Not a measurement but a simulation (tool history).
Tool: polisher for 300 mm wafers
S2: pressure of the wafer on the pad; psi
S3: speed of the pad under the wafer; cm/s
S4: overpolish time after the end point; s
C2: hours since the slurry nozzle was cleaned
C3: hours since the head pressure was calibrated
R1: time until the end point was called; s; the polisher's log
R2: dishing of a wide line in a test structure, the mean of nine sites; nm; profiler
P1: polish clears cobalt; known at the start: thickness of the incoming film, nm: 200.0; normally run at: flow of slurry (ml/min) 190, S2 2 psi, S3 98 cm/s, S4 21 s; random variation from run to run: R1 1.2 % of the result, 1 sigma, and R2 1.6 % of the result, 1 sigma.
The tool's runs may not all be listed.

run 1 day=0.438 | flow_of_slurry_(ml/min)=190 S2=2 S3=98 S4=21 | wafers_polished_on_this_pad=422 C2=111.1 C3=68.8 | R1=39.245 R2=51.955
run 2 day=0.692 | flow_of_slurry_(ml/min)=190 S2=2 S3=98 S4=21 | wafers_polished_on_this_pad=470 C2=117.2 C3=74.9 | R1=40.426 R2=49.921
run 3 day=0.942 | flow_of_slurry_(ml/min)=190 S2=2 S3=154 S4=21 | wafers_polished_on_this_pad=517 C2=123.2 C3=80.9 | R1=25.511 R2=56.659
run 4 day=1.35 | flow_of_slurry_(ml/min)=190 S2=2 S3=98 S4=21 | wafers_polished_on_this_pad=594 C2=133 C3=90.7 | R1=40.192 R2=50.684
run 5 day=1.762 | flow_of_slurry_(ml/min)=190 S2=3.1 S3=98 S4=21 | wafers_polished_on_this_pad=672 C2=142.9 C3=100.6 | R1=26.174 R2=57.325
run 6 day=2.183 | flow_of_slurry_(ml/min)=190 S2=2.7 S3=142 S4=21 | wafers_polished_on_this_pad=751 C2=153 C3=110.7 | R1=20.823 R2=58.632
run 7 day=2.55 | flow_of_slurry_(ml/min)=190 S2=2 S3=98 S4=21 | wafers_polished_on_this_pad=820 C2=161.8 C3=119.5 | R1=40.947 R2=50.627
run 8 day=3.096 | flow_of_slurry_(ml/min)=190 S2=2 S3=98 S4=40 | wafers_polished_on_this_pad=923 C2=174.9 C3=132.6 | R1=39.51 R2=58.305
run 9 day=3.383 | flow_of_slurry_(ml/min)=115 S2=2 S3=98 S4=21 | wafers_polished_on_this_pad=977 C2=181.8 C3=139.5 | R1=43.172 R2=48.159
run 10 day=3.625 | flow_of_slurry_(ml/min)=190 S2=2 S3=98 S4=21 | wafers_polished_on_this_pad=1023 C2=187.6 C3=145.3 | R1=40.962 R2=48.793
run 11 day=4.096 | flow_of_slurry_(ml/min)=300 S2=2 S3=98 S4=21 | wafers_polished_on_this_pad=1112 C2=198.9 C3=156.6 | R1=38.216 R2=49.999
run 12 day=4.492 | flow_of_slurry_(ml/min)=115 S2=2 S3=72 S4=21 | wafers_polished_on_this_pad=1186 C2=208.4 C3=166.1 | R1=60.454 R2=41.763
run 13 day=4.817 | flow_of_slurry_(ml/min)=190 S2=2.8 S3=140 S4=21 | wafers_polished_on_this_pad=1248 C2=216.2 C3=173.9 | R1=20.06 R2=59.307
run 14 day=5.333 | flow_of_slurry_(ml/min)=190 S2=2 S3=98 S4=6 | wafers_polished_on_this_pad=1345 C2=228.6 C3=186.3 | R1=40.119 R2=23.098
run 15 day=5.875 | flow_of_slurry_(ml/min)=190 S2=0.9 S3=98 S4=21 | wafers_polished_on_this_pad=1447 C2=241.6 C3=199.3 | R1=90.044 R2=32.002
run 16 day=6.212 | flow_of_slurry_(ml/min)=190 S2=2 S3=44 S4=21 | wafers_polished_on_this_pad=1511 C2=249.7 C3=207.4 | R1=90.515 R2=32.841
run 17 day=6.575 | flow_of_slurry_(ml/min)=190 S2=2 S3=98 S4=21 | wafers_polished_on_this_pad=1579 C2=258.4 C3=216.1 | R1=40.399 R2=49.141
run 18 day=6.975 | flow_of_slurry_(ml/min)=190 S2=2 S3=98 S4=21 | wafers_polished_on_this_pad=1654 C2=268 C3=225.7 | R1=41.934 R2=48.643
run 19 day=7.45 | flow_of_slurry_(ml/min)=190 S2=2 S3=98 S4=21 | wafers_polished_on_this_pad=1744 C2=279.4 C3=237.1 | R1=42.052 R2=47.93
run 20 day=7.962 | flow_of_slurry_(ml/min)=190 S2=2 S3=98 S4=21 | wafers_polished_on_this_pad=1840 C2=291.7 C3=249.4 | R1=43.235 R2=49.27
run 21 day=8.442 | flow_of_slurry_(ml/min)=190 S2=2 S3=98 S4=21 | wafers_polished_on_this_pad=1931 C2=303.2 C3=260.9 | R1=42.53 R2=49.095
-- day=8.921 head pressure recalibrated
run 22 day=8.929 | flow_of_slurry_(ml/min)=190 S2=2 S3=98 S4=21 | wafers_polished_on_this_pad=2023 C2=314.9 C3=0.2 | R1=43.068 R2=48.039
run 23 day=9.354 | flow_of_slurry_(ml/min)=190 S2=2 S3=98 S4=21 | wafers_polished_on_this_pad=2103 C2=325.1 C3=10.4 | R1=43.686 R2=46.176
run 24 day=9.85 | flow_of_slurry_(ml/min)=190 S2=2 S3=98 S4=21 | wafers_polished_on_this_pad=2196 C2=337 C3=22.3 | R1=43.644 R2=47.869

What P1 gives has crept away from where it was. These 2 causes fit the log equally well, each at the size given:
A: removal rate lost through wear of the pad, % = 7.63
B: slurry flow missing at the pad, % = 36.9
The creep began at about day 6.575.
Why every other cause is out:
head's pressure below its setpoint, %: serviced at day 8.921, which brought nothing back

4 check runs are offered, each on 5 wafers whose results are averaged, their results left as question marks. Which one tells the causes apart?
run check 1 day=10.346 | flow_of_slurry_(ml/min)=120 S2=2 S3=52 S4=21 | R1=? R2=?
run check 2 day=10.346 | flow_of_slurry_(ml/min)=190 S2=1.1 S3=140 S4=21 | R1=? R2=?
run check 3 day=10.346 | flow_of_slurry_(ml/min)=190 S2=0.9 S3=148 S4=21 | R1=? R2=?
run check 4 day=10.346 | flow_of_slurry_(ml/min)=190 S2=3 S3=98 S4=6 | R1=? R2=?

What each check would give under each cause:
check=check_1 result=R1 if_A=89.156 if_B=92.839
check=check_1 result=R2 if_A=32.172 if_B=31.279
check=check_2 result=R1 if_A=55.632 if_B=55.626
check=check_2 result=R2 if_A=42.882 if_B=42.884
check=check_3 result=R1 if_A=64.32 if_B=64.312
check=check_3 result=R2 if_A=39.57 if_B=39.573
check=check_4 result=R1 if_A=29.141 if_B=29.137
check=check_4 result=R2 if_A=29.095 if_B=29.098
How far apart the two closest causes lie, in the result that separates them most: check 1 4.05 %; check 2 0.01 %; check 3 0.01 %; check 4 0.01 %
Check 1 tells the causes apart: in the others they would give nearly the same result.

Check 1 was then run and gave: R1 92.803 s; R2 31.382 nm. Which cause is it?

It is B: slurry flow missing at the pad, %.

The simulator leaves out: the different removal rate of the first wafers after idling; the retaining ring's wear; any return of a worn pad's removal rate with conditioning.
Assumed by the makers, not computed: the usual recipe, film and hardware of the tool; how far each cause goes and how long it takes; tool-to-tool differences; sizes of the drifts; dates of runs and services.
